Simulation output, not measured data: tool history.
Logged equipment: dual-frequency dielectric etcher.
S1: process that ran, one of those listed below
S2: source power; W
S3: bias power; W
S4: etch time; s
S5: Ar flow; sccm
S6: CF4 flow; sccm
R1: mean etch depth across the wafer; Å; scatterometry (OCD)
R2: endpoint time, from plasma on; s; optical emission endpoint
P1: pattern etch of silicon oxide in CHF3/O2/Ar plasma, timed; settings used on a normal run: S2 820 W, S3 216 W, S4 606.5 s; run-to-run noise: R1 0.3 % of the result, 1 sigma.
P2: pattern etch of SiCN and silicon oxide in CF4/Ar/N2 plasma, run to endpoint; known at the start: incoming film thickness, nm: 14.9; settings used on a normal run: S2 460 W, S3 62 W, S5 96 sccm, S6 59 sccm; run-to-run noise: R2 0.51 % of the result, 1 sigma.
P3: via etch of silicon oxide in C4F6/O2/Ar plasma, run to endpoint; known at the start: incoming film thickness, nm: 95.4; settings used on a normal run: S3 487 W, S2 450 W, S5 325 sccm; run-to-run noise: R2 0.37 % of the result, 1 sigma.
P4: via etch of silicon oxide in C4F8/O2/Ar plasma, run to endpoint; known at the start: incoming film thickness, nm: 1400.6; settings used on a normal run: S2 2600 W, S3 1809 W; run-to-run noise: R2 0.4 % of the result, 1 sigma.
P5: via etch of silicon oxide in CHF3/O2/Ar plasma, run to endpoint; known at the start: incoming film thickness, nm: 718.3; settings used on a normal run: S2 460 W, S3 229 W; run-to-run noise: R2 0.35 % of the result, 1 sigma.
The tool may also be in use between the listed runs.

{"run": 1, "day": 0.262, "S1": "P1", "S2": 820, "S3": 216, "S4": 606.5, "R1": 14419.0}
{"run": 2, "day": 0.446, "S1": "P1", "S2": 820, "S3": 216, "S4": 817.5, "R1": 19403.0}
{"run": 3, "day": 0.829, "S1": "P2", "S2": 570, "S3": 62, "S5": 96, "S6": 59, "R2": 14.776}
{"run": 4, "day": 1.05, "S1": "P1", "S2": 970, "S3": 216, "S4": 606.5, "R1": 15404.0}
{"run": 5, "day": 1.258, "S1": "P4", "S2": 1670, "S3": 1809, "R2": 297.65}
{"run": 6, "day": 1.629, "S1": "P3", "S2": 450, "S3": 688, "S5": 325, "R2": 17.77}
{"run": 7, "day": 1.888, "S1": "P4", "S2": 2600, "S3": 1809, "R2": 251.24}
{"run": 8, "day": 2.054, "S1": "P5", "S2": 460, "S3": 229, "R2": 371.9}
{"run": 9, "day": 2.325, "S1": "P2", "S2": 460, "S3": 62, "S5": 116, "S6": 59, "R2": 18.173}
{"run": 10, "day": 2.65, "S1": "P2", "S2": 460, "S3": 62, "S5": 96, "S6": 36, "R2": 19.2}
{"run": 11, "day": 2.908, "S1": "P5", "S2": 460, "S3": 303, "R2": 335.1}
{"run": 12, "day": 3.092, "S1": "P4", "S2": 2600, "S3": 2444, "R2": 228.53}
{"run": 13, "day": 3.346, "S1": "P1", "S2": 820, "S3": 216, "S4": 333.5, "R1": 7975.4}
{"run": 14, "day": 3.571, "S1": "P3", "S2": 450, "S3": 487, "S5": 325, "R2": 20.437}
{"run": 15, "day": 3.821, "S1": "P3", "S2": 450, "S3": 487, "S5": 325, "R2": 20.395}
{"run": 16, "day": 4.162, "S1": "P2", "S2": 460, "S3": 86, "S5": 96, "S6": 59, "R2": 15.79}
{"run": 17, "day": 4.488, "S1": "P1", "S2": 820, "S3": 216, "S4": 606.5, "R1": 14436.0}
{"run": 18, "day": 4.671, "S1": "P1", "S2": 820, "S3": 216, "S4": 606.5, "R1": 14419.0}
{"run": 19, "day": 5.046, "S1": "P3", "S2": 350, "S3": 487, "S5": 325, "R2": 22.288}
{"run": 20, "day": 5.283, "S1": "P1", "S2": 610, "S3": 216, "S4": 606.5, "R1": 12888.0}
{"run": 21, "day": 5.567, "S1": "P1", "S2": 820, "S3": 216, "S4": 606.5, "R1": 14474.0}
{"run": 22, "day": 5.921, "S1": "P5", "S2": 320, "S3": 229, "R2": 424.03}
{"run": 23, "day": 6.292, "S1": "P1", "S2": 820, "S3": 265, "S4": 606.5, "R1": 15551.0}
{"run": 24, "day": 6.608, "S1": "P2", "S2": 460, "S3": 62, "S5": 96, "S6": 59, "R2": 17.71}
{"run": 25, "day": 6.892, "S1": "P1", "S2": 820, "S3": 132, "S4": 606.5, "R1": 12324.0}
{"run": 26, "day": 7.183, "S1": "P3", "S2": 450, "S3": 487, "S5": 220, "R2": 19.475}
{"run": 27, "day": 7.354, "S1": "P1", "S2": 1020, "S3": 148, "S4": 606.5, "R1": 13922.0}
{"run": 28, "day": 7.588, "S1": "P1", "S2": 820, "S3": 216, "S4": 606.5, "R1": 14475.0}
{"run": 29, "day": 7.808, "S1": "P1", "S2": 820, "S3": 216, "S4": 606.5, "R1": 14446.0}
{"run": 30, "day": 8.05, "S1": "P1", "S2": 820, "S3": 216, "S4": 606.5, "R1": 14585.0}
{"run": 31, "day": 8.408, "S1": "P1", "S2": 820, "S3": 216, "S4": 606.5, "R1": 14522.0}
{"run": 32, "day": 8.617, "S1": "P1", "S2": 820, "S3": 216, "S4": 606.5, "R1": 14609.0}
{"run": 33, "day": 8.996, "S1": "P1", "S2": 820, "S3": 216, "S4": 606.5, "R1": 14636.0}
{"day": 9.15, "done": "wet clean of the chamber"}
{"run": 34, "day": 9.279, "S1": "P1", "S2": 820, "S3": 216, "S4": 606.5, "R1": 14618.0}
{"run": 35, "day": 9.488, "S1": "P1", "S2": 820, "S3": 216, "S4": 606.5, "R1": 14625.0}
{"run": 36, "day": 9.862, "S1": "P1", "S2": 820, "S3": 216, "S4": 606.5, "R1": 14643.0}

Compared with where it was, what P1 gives has crept away. Each cause listed below fits the log as well as the rest, at the size given for it:
A: source power that arrives over what is set, % = 4.03
B: bias power that arrives over what is set, % = 4.5
The drift started at roughly day 7.588.
Why every other cause is out:
chamber walls in a state that raises the etch rate, %: its service at day 9.150 followed the start of the drift and did not put the process back to its old value

Consider the 4 check runs below, whose results appear as question marks and each of which averages 5 wafers. Which one distinguishes the causes, in that each cause would give it a clearly different result?
{"run": "check 1", "day": 10.238, "S1": "P2", "S2": 460, "S3": 62, "S5": 96, "S6": 59, "R2": "?"}
{"run": "check 2", "day": 10.238, "S1": "P5", "S2": 460, "S3": 229, "R2": "?"}
{"run": "check 3", "day": 10.238, "S1": "P4", "S2": 2600, "S3": 1809, "R2": "?"}
{"run": "check 4", "day": 10.238, "S1": "P3", "S2": 450, "S3": 487, "S5": 325, "R2": "?"}

If the cause were each of the candidates in turn, the checks would give the following:
check=check_1 result=R2 if_A=17.119 if_B=17.469
check=check_2 result=R2 if_A=365.360 if_B=365.010
check=check_3 result=R2 if_A=245.140 if_B=246.090
check=check_4 result=R2 if_A=20.057 if_B=20.023
Smallest distance between any two causes, each pair judged by its most separating result, in per cent: check 1 2.02 %; check 2 0.1 %; check 3 0.39 %; check 4 0.17 %
Check 1 is the one run that separates the causes; every other check would come out nearly the same whichever cause is at work.

Running check 1 produced the following: R2 17.460 s. Which one of the listed causes fits?

It is B: bias power that arrives over what is set, %.
